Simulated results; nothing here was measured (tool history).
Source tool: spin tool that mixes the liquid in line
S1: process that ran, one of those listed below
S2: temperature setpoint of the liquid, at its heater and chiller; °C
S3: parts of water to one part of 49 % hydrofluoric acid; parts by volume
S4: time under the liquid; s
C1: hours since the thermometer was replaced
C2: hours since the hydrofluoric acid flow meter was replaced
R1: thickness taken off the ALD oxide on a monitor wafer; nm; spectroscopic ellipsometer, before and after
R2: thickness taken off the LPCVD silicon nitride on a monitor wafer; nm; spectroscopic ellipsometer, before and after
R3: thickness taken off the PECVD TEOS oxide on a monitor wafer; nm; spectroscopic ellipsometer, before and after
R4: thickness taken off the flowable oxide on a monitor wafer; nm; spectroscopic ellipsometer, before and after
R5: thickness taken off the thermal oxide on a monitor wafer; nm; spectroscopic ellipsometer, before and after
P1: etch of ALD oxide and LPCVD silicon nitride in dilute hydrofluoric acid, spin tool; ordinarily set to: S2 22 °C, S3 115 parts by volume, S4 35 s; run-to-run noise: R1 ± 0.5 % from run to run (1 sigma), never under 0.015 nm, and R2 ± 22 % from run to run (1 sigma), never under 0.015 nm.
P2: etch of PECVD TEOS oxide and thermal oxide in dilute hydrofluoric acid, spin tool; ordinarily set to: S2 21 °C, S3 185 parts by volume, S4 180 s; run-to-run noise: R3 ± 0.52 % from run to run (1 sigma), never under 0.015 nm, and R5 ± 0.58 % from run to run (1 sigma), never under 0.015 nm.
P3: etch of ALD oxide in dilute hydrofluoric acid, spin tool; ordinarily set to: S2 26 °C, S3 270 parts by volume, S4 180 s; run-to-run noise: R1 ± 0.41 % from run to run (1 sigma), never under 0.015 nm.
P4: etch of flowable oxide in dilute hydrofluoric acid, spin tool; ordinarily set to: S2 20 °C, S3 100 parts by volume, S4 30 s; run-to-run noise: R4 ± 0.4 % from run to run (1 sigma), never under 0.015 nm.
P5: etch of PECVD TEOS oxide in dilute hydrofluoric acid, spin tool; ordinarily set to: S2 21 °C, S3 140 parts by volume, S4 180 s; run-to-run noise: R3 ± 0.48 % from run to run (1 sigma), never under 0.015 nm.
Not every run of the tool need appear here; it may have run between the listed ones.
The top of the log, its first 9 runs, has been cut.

run	hour	S1	S2	S3	S4	C1	C2	R1	R2	R3	R4	R5
10	82.1	P5	21	210	180	417	1100.1			5.7354		
11	93.8	P3	26	450	180	428.7	1111.8	3.4466				
12	103.1	P2	17	185	180	438	1121.1			6.3431		3.2154
13	111.4	P1	22	115	35	446.3	1129.4	7.6552	0.075082			
14	118.6	P1	17.5	115	35	453.5	1136.6	6.4104	0.075033			
15	127.8	P2	21	185	180	462.7	1145.8			7.4501		3.736
16	135.8	P1	22	115	35	470.7	1153.8	7.7217	0.15971			
17	146.4	P5	17	140	180	481.3	1164.4			7.7497		
18	155.5	P4	20	180	30	490.4	1173.5				7.7606	
19	160.9	P1	22	115	15	495.8	1178.9	3.2975	0.085991			
20	171.9	P4	25	100	30	506.8	1189.9				18.568	
21	179.7	P5	21	140	180	514.6	1197.7			9.2074		
22	188.7	P2	21	185	275	523.6	1206.7			11.313		5.8081
# hour 192.1: thermometer replaced
23	195.5	P2	21	110	180	3.4	1213.5			13.457		6.8184
24	201.8	P1	25.5	115	15	9.7	1219.8	3.7947	0.078471			
25	208.7	P3	26	270	355	16.6	1226.7	13.51				
26	214.9	P4	20	100	30	22.8	1232.9				15.156	
27	225.5	P1	22	115	35	33.4	1243.5	7.7209	0.13578			
28	231.2	P1	22	115	35	39.1	1249.2	7.7094	0.085164			
29	238.8	P4	20	100	15	46.7	1256.8				7.5873	
30	244.4	P1	22	115	70	52.3	1262.4	15.514	0.14816			
31	250.2	P1	22	175	35	58.1	1268.2	4.6933	0.059701			
32	257.1	P1	22	115	35	65	1275.1	7.7037	0.13599			

Run 33, settings as shown, results not yet in. Your forecast:
33	262.5	P5	21	140	70	70.4	1280.5			?		

Run 33 gave R3 3.5656 nm.

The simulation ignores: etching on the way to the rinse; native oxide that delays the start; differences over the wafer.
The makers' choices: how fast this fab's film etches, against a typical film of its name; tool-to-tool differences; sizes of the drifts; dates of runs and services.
